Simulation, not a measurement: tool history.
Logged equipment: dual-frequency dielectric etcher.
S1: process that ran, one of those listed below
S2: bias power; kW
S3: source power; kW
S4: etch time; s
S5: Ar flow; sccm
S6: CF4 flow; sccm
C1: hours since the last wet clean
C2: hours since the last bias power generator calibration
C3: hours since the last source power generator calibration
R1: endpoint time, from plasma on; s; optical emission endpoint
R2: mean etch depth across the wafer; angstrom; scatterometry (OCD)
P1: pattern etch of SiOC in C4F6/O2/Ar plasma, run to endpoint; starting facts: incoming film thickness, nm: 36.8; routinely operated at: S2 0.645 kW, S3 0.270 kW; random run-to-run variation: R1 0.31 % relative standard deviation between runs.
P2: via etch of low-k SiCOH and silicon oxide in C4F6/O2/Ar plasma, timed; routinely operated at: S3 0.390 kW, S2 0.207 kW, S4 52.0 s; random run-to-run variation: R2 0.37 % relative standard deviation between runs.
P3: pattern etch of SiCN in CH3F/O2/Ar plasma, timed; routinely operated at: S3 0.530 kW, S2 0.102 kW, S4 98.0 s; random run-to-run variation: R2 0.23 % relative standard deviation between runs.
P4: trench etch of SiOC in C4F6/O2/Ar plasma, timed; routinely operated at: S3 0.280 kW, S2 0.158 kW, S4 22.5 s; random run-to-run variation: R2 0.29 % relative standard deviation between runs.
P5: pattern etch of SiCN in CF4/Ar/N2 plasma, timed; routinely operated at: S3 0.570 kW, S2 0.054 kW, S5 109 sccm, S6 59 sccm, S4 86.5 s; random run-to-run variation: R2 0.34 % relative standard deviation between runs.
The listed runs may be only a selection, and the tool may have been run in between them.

Run 1, hour 9.2: S1 P1, S2 0.645 kW, S3 0.270 kW; C1 444.8; C2 3210.4; C3 641.1. Result: R1 12.595 s.
Run 2, hour 24.7: S1 P3, S2 0.069 kW, S3 0.530 kW, S4 98.0 s; C1 460.3; C2 3225.9; C3 656.6. Result: R2 393.87 angstrom.
Run 3, hour 37.0: S1 P4, S2 0.158 kW, S3 0.280 kW, S4 22.5 s; C1 472.6; C2 3238.2; C3 668.9. Result: R2 376.91 angstrom.
Run 4, hour 45.5: S1 P1, S2 0.645 kW, S3 0.270 kW; C1 481.1; C2 3246.7; C3 677.4. Result: R1 12.614 s.
Run 5, hour 58.7: S1 P1, S2 0.854 kW, S3 0.210 kW; C1 494.3; C2 3259.9; C3 690.6. Result: R1 12.243 s.
Run 6, hour 71.9: S1 P5, S2 0.054 kW, S3 0.570 kW, S4 86.5 s, S5 73 sccm, S6 59 sccm; C1 507.5; C2 3273.1; C3 703.8. Result: R2 860.05 angstrom.
Run 7, hour 87.2: S1 P4, S2 0.158 kW, S3 0.180 kW, S4 22.5 s; C1 522.8; C2 3288.4; C3 719.1. Result: R2 318.33 angstrom.
Run 8, hour 99.6: S1 P1, S2 0.645 kW, S3 0.270 kW; C1 535.2; C2 3300.8; C3 731.5. Result: R1 12.667 s.
Run 9, hour 114.0: S1 P5, S2 0.054 kW, S3 0.690 kW, S4 86.5 s, S5 109 sccm, S6 59 sccm; C1 549.6; C2 3315.2; C3 745.9. Result: R2 954.10 angstrom.
Run 10, hour 130.2: S1 P4, S2 0.094 kW, S3 0.280 kW, S4 22.5 s; C1 565.8; C2 3331.4; C3 762.1. Result: R2 322.82 angstrom.
Run 11, hour 142.0: S1 P2, S2 0.207 kW, S3 0.390 kW, S4 52.0 s; C1 577.6; C2 3343.2; C3 773.9. Result: R2 1503.50 angstrom.
Run 12, hour 151.1: S1 P2, S2 0.207 kW, S3 0.230 kW, S4 52.0 s; C1 586.7; C2 3352.3; C3 783.0. Result: R2 1233.70 angstrom.
Run 13, hour 163.8: S1 P2, S2 0.207 kW, S3 0.390 kW, S4 52.0 s; C1 599.4; C2 3365.0; C3 795.7. Result: R2 1515.50 angstrom.
Run 14, hour 173.9: S1 P5, S2 0.031 kW, S3 0.570 kW, S4 86.5 s, S5 109 sccm, S6 59 sccm; C1 609.5; C2 3375.1; C3 805.8. Result: R2 675.74 angstrom.
Run 15, hour 182.7: S1 P5, S2 0.054 kW, S3 0.570 kW, S4 86.5 s, S5 109 sccm, S6 59 sccm; C1 618.3; C2 3383.9; C3 814.6. Result: R2 802.00 angstrom.
Run 16, hour 195.3: S1 P1, S2 0.458 kW, S3 0.270 kW; C1 630.9; C2 3396.5; C3 827.2. Result: R1 14.332 s.
Run 17, hour 208.7: S1 P5, S2 0.054 kW, S3 0.570 kW, S4 127.0 s, S5 109 sccm, S6 59 sccm; C1 644.3; C2 3409.9; C3 840.6. Result: R2 1175.00 angstrom.
Run 18, hour 223.0: S1 P1, S2 0.825 kW, S3 0.220 kW; C1 658.6; C2 3424.2; C3 854.9. Result: R1 12.313 s.
Run 19, hour 235.3: S1 P1, S2 0.645 kW, S3 0.200 kW; C1 670.9; C2 3436.5; C3 867.2. Result: R1 13.984 s.
Run 20, hour 248.4: S1 P5, S2 0.054 kW, S3 0.570 kW, S4 86.5 s, S5 109 sccm, S6 37 sccm; C1 684.0; C2 3449.6; C3 880.3. Result: R2 733.44 angstrom.
Run 21, hour 265.1: S1 P4, S2 0.158 kW, S3 0.280 kW, S4 22.5 s; C1 700.7; C2 3466.3; C3 897.0. Result: R2 377.82 angstrom.
Run 22, hour 274.2: S1 P4, S2 0.158 kW, S3 0.280 kW, S4 32.5 s; C1 709.8; C2 3475.4; C3 906.1. Result: R2 542.79 angstrom.
Run 23, hour 283.0: S1 P3, S2 0.102 kW, S3 0.530 kW, S4 98.0 s; C1 718.6; C2 3484.2; C3 914.9. Result: R2 454.30 angstrom.
Run 24, hour 292.8: S1 P1, S2 0.418 kW, S3 0.170 kW; C1 728.4; C2 3494.0; C3 924.7. Result: R1 17.671 s.
Run 25, hour 305.3: S1 P1, S2 0.645 kW, S3 0.270 kW; C1 740.9; C2 3506.5; C3 937.2. Result: R1 12.574 s.
Run 26, hour 314.2: S1 P1, S2 0.645 kW, S3 0.270 kW; C1 749.8; C2 3515.4; C3 946.1. Result: R1 12.560 s.
Run 27, hour 327.5: S1 P3, S2 0.102 kW, S3 0.530 kW, S4 128.5 s; C1 763.1; C2 3528.7; C3 959.4. Result: R2 592.69 angstrom.
At hour 330.9: bias power generator calibrated.
Run 28, hour 339.2: S1 P2, S2 0.142 kW, S3 0.390 kW, S4 52.0 s; C1 774.8; C2 8.4; C3 971.1. Result: R2 1343.50 angstrom.
Run 29, hour 346.8: S1 P2, S2 0.207 kW, S3 0.390 kW, S4 30.5 s; C1 782.4; C2 16.0; C3 978.7. Result: R2 888.33 angstrom.
Run 30, hour 362.7: S1 P1, S2 0.911 kW, S3 0.270 kW; C1 798.3; C2 31.9; C3 994.6. Result: R1 10.972 s.
Run 31, hour 379.1: S1 P1, S2 0.645 kW, S3 0.380 kW; C1 814.7; C2 48.3; C3 1011.0. Result: R1 11.164 s.
Run 32, hour 386.5: S1 P3, S2 0.102 kW, S3 0.680 kW, S4 98.0 s; C1 822.1; C2 55.7; C3 1018.4. Result: R2 497.14 angstrom.
Run 33, hour 402.3: S1 P1, S2 0.645 kW, S3 0.270 kW; C1 837.9; C2 71.5; C3 1034.2. Result: R1 12.631 s.
Run 34, hour 410.0: S1 P1, S2 0.645 kW, S3 0.270 kW; C1 845.6; C2 79.2; C3 1041.9. Result: R1 12.587 s.
Run 35, hour 426.4: S1 P1, S2 0.645 kW, S3 0.270 kW; C1 862.0; C2 95.6; C3 1058.3. Result: R1 12.697 s.
Run 36, hour 441.0: S1 P1, S2 0.645 kW, S3 0.270 kW; C1 876.6; C2 110.2; C3 1072.9. Result: R1 12.685 s.
Run 37, hour 449.6: S1 P1, S2 0.645 kW, S3 0.270 kW; C1 885.2; C2 118.8; C3 1081.5. Result: R1 12.712 s.
At hour 460.2: wet clean of the chamber.
Run 38, hour 465.2: S1 P1, S2 0.645 kW, S3 0.270 kW; C1 5.1; C2 134.4; C3 1097.1. Result: R1 12.719 s.
Run 39, hour 475.3: S1 P1, S2 0.645 kW, S3 0.270 kW; C1 15.2; C2 144.5; C3 1107.2. Result: R1 12.698 s.
Run 40, hour 489.0: S1 P1, S2 0.645 kW, S3 0.270 kW; C1 28.9; C2 158.2; C3 1120.9. Result: R1 12.770 s.
Run 41, hour 501.0: S1 P1, S2 0.645 kW, S3 0.270 kW; C1 40.9; C2 170.2; C3 1132.9. Result: R1 12.781 s.
Run 42, hour 515.6: S1 P1, S2 0.645 kW, S3 0.270 kW; C1 55.5; C2 184.8; C3 1147.5. Result: R1 12.687 s.
Run 43, hour 526.3: S1 P1, S2 0.645 kW, S3 0.270 kW; C1 66.2; C2 195.5; C3 1158.2. Result: R1 12.772 s.
Run 44, hour 538.8: S1 P1, S2 0.645 kW, S3 0.270 kW; C1 78.7; C2 208.0; C3 1170.7. Result: R1 12.721 s.

What P1 gives has crept off from where it sat before. The 2 causes that follow fit the log equally well, each at the size noted:
A: bias power that arrives under what is set, % = 3.99
B: source power that arrives under what is set, % = 4.31
The onset of the drift is placed at about hour 402.3.
What rules out each remaining cause:
chamber walls in a state that lowers the etch rate, %: serviced after onset, at hour 460.2, with no recovery of the prior output

Which of the 4 check runs listed below separates the causes, so that each cause would produce a clearly different result? Each run uses one wafer, and its results are marked with question marks.
Run check 1, hour 551.3: S1 P2, S2 0.207 kW, S3 0.290 kW, S4 52.0 s. Result: R2 ?.
Run check 2, hour 551.3: S1 P3, S2 0.082 kW, S3 0.650 kW, S4 98.0 s. Result: R2 ?.
Run check 3, hour 551.3: S1 P4, S2 0.108 kW, S3 0.280 kW, S4 31.5 s. Result: R2 ?.
Run check 4, hour 551.3: S1 P5, S2 0.054 kW, S3 0.670 kW, S4 116.5 s, S5 109 sccm, S6 59 sccm. Result: R2 ?.

Predicted outcomes, by check and by cause:
  check  result     if A     if B
check 1      R2  1328.50  1324.00
check 2      R2   445.77   444.70
check 3      R2   464.53   461.82
check 4      R2  1229.70  1198.60
Per check, the gap between the least separated pair of causes, taken in the result that splits them most: check 1 0.34 %; check 2 0.24 %; check 3 0.59 %; check 4 2.56 %
The causes can be told apart only by check 4. The other checks would give nearly the same results under each of them.

With check 4 done, the readings were: R2 1191.90 angstrom. Identify which of the listed causes applies.

Of the candidate causes, it is B: source power that arrives under what is set, %.
